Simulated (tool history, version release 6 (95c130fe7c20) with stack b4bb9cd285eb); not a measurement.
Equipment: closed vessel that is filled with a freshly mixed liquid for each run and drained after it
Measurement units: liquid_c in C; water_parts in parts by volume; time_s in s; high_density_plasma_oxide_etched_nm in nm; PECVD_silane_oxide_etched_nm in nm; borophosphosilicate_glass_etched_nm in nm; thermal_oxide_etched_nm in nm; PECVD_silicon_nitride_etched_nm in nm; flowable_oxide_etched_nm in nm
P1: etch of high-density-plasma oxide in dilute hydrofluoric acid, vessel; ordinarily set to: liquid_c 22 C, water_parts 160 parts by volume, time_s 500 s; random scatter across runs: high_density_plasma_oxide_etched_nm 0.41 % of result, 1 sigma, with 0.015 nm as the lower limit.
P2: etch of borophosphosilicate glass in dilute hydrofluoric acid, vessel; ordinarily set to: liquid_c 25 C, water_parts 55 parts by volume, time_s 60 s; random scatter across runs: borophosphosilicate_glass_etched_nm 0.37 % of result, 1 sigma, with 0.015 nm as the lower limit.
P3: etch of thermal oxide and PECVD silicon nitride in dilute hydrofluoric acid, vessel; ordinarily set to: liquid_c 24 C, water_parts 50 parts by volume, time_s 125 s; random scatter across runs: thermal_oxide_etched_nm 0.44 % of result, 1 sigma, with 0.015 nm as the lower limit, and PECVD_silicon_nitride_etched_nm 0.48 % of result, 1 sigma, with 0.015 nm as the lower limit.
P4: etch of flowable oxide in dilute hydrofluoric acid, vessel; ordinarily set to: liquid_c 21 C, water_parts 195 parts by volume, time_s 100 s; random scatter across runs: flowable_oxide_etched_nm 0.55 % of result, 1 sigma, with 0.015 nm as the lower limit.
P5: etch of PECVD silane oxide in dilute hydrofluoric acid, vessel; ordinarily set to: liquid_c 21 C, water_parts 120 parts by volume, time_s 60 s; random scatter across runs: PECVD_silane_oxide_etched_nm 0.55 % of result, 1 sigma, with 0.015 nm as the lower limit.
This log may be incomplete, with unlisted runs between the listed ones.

run   hour  process  liquid_c  water_parts  time_s  high_density_plasma_oxide_etched_nm  PECVD_silane_oxide_etched_nm  borophosphosilicate_glass_etched_nm  thermal_oxide_etched_nm  PECVD_silicon_nitride_etched_nm  flowable_oxide_etched_nm
  1    7.1       P1        22          160     500                               13.492
  2   14.7       P1        22          160     500                               13.511
  3   22.5       P5        21          120      30                                                             6.5362
  4     37       P5        21           55      60                                                             30.649
  5   46.1       P2      30.5           55      60                                                                                                   52.89
  6   60.4       P3        24           50     125                                                                                                                           12.383                           12.124
  7   70.9       P3      28.5           50     125                                                                                                                           14.967                           16.297
  8     78       P2        25           55      60                                                                                                  42.287
  9   92.3       P1        17          275     500                               5.8258
     102.7  -- hydrofluoric acid flow meter replaced
 10  104.8       P2        25           55      30                                                                                                  21.315
 11  117.7       P1        22          160     500                               13.588
 12  130.6       P1        22          160     840                               22.765
 13  141.2       P3        24           50      30                                                                                                                           2.9471                           2.8936
 14    155       P2        25           55      60                                                                                                  42.441
 15  163.1       P1        22          255     500                               7.6634
     171.4  -- thermometer replaced
 16  174.4       P2        25           90      60                                                                                                  24.806
 17  182.3       P4        21          270     100                                                                                                                                                                                      9.0995
 18  195.7       P1        22          160     500                               13.687
 19  203.3       P1      28.5          160     230                               7.9792
 20    214       P1        22           50     500                               49.501
 21  228.2       P1        22          160     500                               13.529
 22  238.6       P3        24           75     125                                                                                                                           8.0369                           8.1047
 23  251.7       P1        26          160     500                               15.737
 24    263       P4        21          195      45                                                                                                                                                                                      6.0683
 25  277.1       P5        21          120      60                                                             13.036
 26  286.6       P4        28          195     100                                                                                                                                                                                      17.489
 27  295.6       P1        17          160     210                               4.6688
 28  303.2       P4        21          195     100                                                                                                                                                                                      13.548
 29  310.9       P1        22          160     500                               13.601
 30  319.2       P1      17.5          160     500                               11.299
 31  328.1       P1        22          160      80                               2.1737
 32  341.8       P5      25.5          120      60                                                             15.483
 33    351       P1        22          160     500                               13.522
 34  365.9       P1        22          160     500                               14.039
 35  374.3       P1        22          160     500                               14.126
 36  389.1       P1        22          160     500                                14.24
 37    398       P1        22          160     500                               14.311
 38  408.8       P1        22          160     500                               14.481
 39    422       P1        22          160     500                               14.277
 40    434       P1        22          160     500                               14.485
 41  441.7       P1        22          160     500                                14.43
 42  448.7       P1        22          160     500                               14.367

What P1 gives has crept away from where it was. These 2 causes fit the log equally well, each at the size given:
A: liquid hotter than its thermometer reads (K) = 1.7
B: hydrofluoric acid flow above the setpoint (%) = 5.73
Creep in the process output first set in at about hour 351.

Below are 4 check runs, each on a single wafer, with their results shown as question marks. Which of them would tell the listed causes apart, meaning the causes would give clearly different results under it?
check 1  455.7       P5        21          120      60                                                                  ?
check 2  455.7       P2        25           55      60                                                                                                       ?
check 3  455.7       P4        21          195     100                                                                                                                                                                                           ?
check 4  455.7       P3        24           50     125                                                                                                                                ?                                ?

How each check would come out, cause by cause:
  check                               result    if A    if B
check 1         PECVD_silane_oxide_etched_nm  13.923  13.857
check 2  borophosphosilicate_glass_etched_nm  45.505  45.101
check 3             flowable_oxide_etched_nm  14.404  14.431
check 4              thermal_oxide_etched_nm  13.309  13.174
check 4      PECVD_silicon_nitride_etched_nm  13.495  12.716
Gap, in per cent, between the two causes that each check separates least, read from the result that separates them most: check 1 0.48 %; check 2 0.89 %; check 3 0.19 %; check 4 5.94 %
The other checks would show nearly matching results whichever cause is true, so check 4 is the only one that separates the causes.

Here is what check 4 returned: thermal_oxide_etched_nm 13.263 nm; PECVD_silicon_nitride_etched_nm 12.702 nm. Which cause is it?

The correct cause is B, namely: hydrofluoric acid flow above the setpoint (%).

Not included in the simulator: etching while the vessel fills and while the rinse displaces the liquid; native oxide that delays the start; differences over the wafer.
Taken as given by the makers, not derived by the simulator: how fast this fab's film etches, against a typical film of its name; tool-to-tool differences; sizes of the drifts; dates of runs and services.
